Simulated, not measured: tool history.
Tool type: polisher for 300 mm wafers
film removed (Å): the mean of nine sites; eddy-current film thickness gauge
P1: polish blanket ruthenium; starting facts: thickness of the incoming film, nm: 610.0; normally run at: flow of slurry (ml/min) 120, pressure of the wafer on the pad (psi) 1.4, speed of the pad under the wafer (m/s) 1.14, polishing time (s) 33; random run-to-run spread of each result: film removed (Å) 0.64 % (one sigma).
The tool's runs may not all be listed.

run  hour  flow of slurry (ml/min)  pressure of the wafer on the pad (psi)  speed of the pad under the wafer (m/s)  polishing time (s)  wafers polished on this pad  hours since the slurry nozzle was cleaned  hours since the head pressure was calibrated  film removed (Å)
  1   9.7                      120                                     1.4                                    1.14                  33                          592                                        326                                         316.7               246
  2  14.6                      120                                     1.4                                    1.14                  33                          674                                      330.9                                         321.6            245.68
  3  24.1                      120                                     1.4                                    1.14                  15                          832                                      340.4                                         331.1            111.54
  4  30.3                      120                                     0.6                                    1.14                  33                          934                                      346.6                                         337.3            105.42
     35.9  -- slurry nozzle cleaned
  5  39.4                      175                                     1.4                                    1.14                  33                         1086                                        3.6                                         346.4            265.48
  6  48.2                      120                                     1.4                                    1.14                  33                         1232                                       12.4                                         355.2            243.75
  7  53.7                      120                                     1.9                                    1.14                  17                         1323                                       17.9                                         360.7            173.23
  8  58.9                      120                                     1.4                                    0.52                  33                         1409                                       23.1                                         365.9            111.15
  9  63.6                      120                                     2.2                                    1.14                  33                         1488                                       27.8                                         370.6            387.95
 10  69.2                      120                                     1.4                                    1.14                  33                         1581                                       33.4                                         376.2            246.02
 11  76.6                      120                                     1.4                                    1.14                  33                         1703                                       40.8                                         383.6            243.97
 12    83                       70                                     1.4                                    1.14                  33                         1810                                       47.2                                           390            213.29
 13  91.8                      120                                     1.4                                    1.66                  52                         1956                                         56                                         398.8            558.43

Run 14 comes next. What will it give?
 14  97.5                      120                                     1.4                                    1.44                  33                         2051                                       61.7                                         404.5                 ?

{"run 14": {"film removed (Å)": 307.98}}
